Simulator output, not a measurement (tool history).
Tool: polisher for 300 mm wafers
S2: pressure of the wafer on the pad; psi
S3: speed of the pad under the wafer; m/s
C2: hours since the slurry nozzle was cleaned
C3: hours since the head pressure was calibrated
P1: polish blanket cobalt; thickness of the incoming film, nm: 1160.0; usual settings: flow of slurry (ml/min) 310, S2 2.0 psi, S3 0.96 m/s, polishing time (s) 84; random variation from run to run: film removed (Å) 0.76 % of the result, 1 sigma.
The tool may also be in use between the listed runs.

run 1 hour=7.0 | flow_of_slurry_(ml/min)=310 S2=2.0 S3=0.96 polishing_time_(s)=84 | wafers_polished_on_this_pad=271 C2=227.3 C3=318.0 | film_removed_(Å)=4277.3
run 2 hour=18.9 | flow_of_slurry_(ml/min)=310 S2=2.0 S3=0.96 polishing_time_(s)=43 | wafers_polished_on_this_pad=407 C2=239.2 C3=329.9 | film_removed_(Å)=2189.9
run 3 hour=24.6 | flow_of_slurry_(ml/min)=185 S2=2.0 S3=0.96 polishing_time_(s)=84 | wafers_polished_on_this_pad=472 C2=244.9 C3=335.6 | film_removed_(Å)=4026.0
run 4 hour=33.7 | flow_of_slurry_(ml/min)=310 S2=2.0 S3=0.96 polishing_time_(s)=84 | wafers_polished_on_this_pad=575 C2=254.0 C3=344.7 | film_removed_(Å)=4242.5
-- hour=35.2 slurry nozzle cleaned
run 5 hour=41.5 | flow_of_slurry_(ml/min)=310 S2=2.9 S3=0.96 polishing_time_(s)=84 | wafers_polished_on_this_pad=664 C2=6.3 C3=352.5 | film_removed_(Å)=6215.1
run 6 hour=49.5 | flow_of_slurry_(ml/min)=310 S2=2.0 S3=1.28 polishing_time_(s)=84 | wafers_polished_on_this_pad=755 C2=14.3 C3=360.5 | film_removed_(Å)=5777.0
run 7 hour=55.3 | flow_of_slurry_(ml/min)=310 S2=2.0 S3=0.96 polishing_time_(s)=84 | wafers_polished_on_this_pad=821 C2=20.1 C3=366.3 | film_removed_(Å)=4236.4
run 8 hour=66.3 | flow_of_slurry_(ml/min)=415 S2=2.0 S3=0.96 polishing_time_(s)=84 | wafers_polished_on_this_pad=946 C2=31.1 C3=377.3 | film_removed_(Å)=4352.8
run 9 hour=75.5 | flow_of_slurry_(ml/min)=310 S2=2.0 S3=0.96 polishing_time_(s)=84 | wafers_polished_on_this_pad=1050 C2=40.3 C3=386.5 | film_removed_(Å)=4235.8
run 10 hour=81.8 | flow_of_slurry_(ml/min)=310 S2=3.0 S3=0.96 polishing_time_(s)=52 | wafers_polished_on_this_pad=1122 C2=46.6 C3=392.8 | film_removed_(Å)=3938.1
run 11 hour=88.1 | flow_of_slurry_(ml/min)=310 S2=2.0 S3=0.96 polishing_time_(s)=84 | wafers_polished_on_this_pad=1194 C2=52.9 C3=399.1 | film_removed_(Å)=4281.4
run 12 hour=95.3 | flow_of_slurry_(ml/min)=310 S2=2.0 S3=0.96 polishing_time_(s)=126 | wafers_polished_on_this_pad=1275 C2=60.1 C3=406.3 | film_removed_(Å)=6395.5
run 13 hour=101.1 | flow_of_slurry_(ml/min)=455 S2=2.7 S3=0.96 polishing_time_(s)=84 | wafers_polished_on_this_pad=1341 C2=65.9 C3=412.1 | film_removed_(Å)=5879.8
run 14 hour=112.8 | flow_of_slurry_(ml/min)=310 S2=2.0 S3=0.44 polishing_time_(s)=120 | wafers_polished_on_this_pad=1474 C2=77.6 C3=423.8 | film_removed_(Å)=2784.0
run 15 hour=122.6 | flow_of_slurry_(ml/min)=310 S2=2.0 S3=0.56 polishing_time_(s)=84 | wafers_polished_on_this_pad=1586 C2=87.4 C3=433.6 | film_removed_(Å)=2491.3
run 16 hour=130.1 | flow_of_slurry_(ml/min)=310 S2=1.5 S3=0.96 polishing_time_(s)=84 | wafers_polished_on_this_pad=1671 C2=94.9 C3=441.1 | film_removed_(Å)=3211.5
run 17 hour=139.4 | flow_of_slurry_(ml/min)=310 S2=2.0 S3=0.96 polishing_time_(s)=84 | wafers_polished_on_this_pad=1777 C2=104.2 C3=450.4 | film_removed_(Å)=4286.4
run 18 hour=150.4 | flow_of_slurry_(ml/min)=310 S2=2.0 S3=0.96 polishing_time_(s)=84 | wafers_polished_on_this_pad=1902 C2=115.2 C3=461.4 | film_removed_(Å)=4250.8

The next listed run, before its measurement:
run 19 hour=158.0 | flow_of_slurry_(ml/min)=310 S2=2.0 S3=0.96 polishing_time_(s)=84 | wafers_polished_on_this_pad=1988 C2=122.8 C3=469.0 | film_removed_(Å)=?

Run 19 gave film removed (Å) 4194.0.
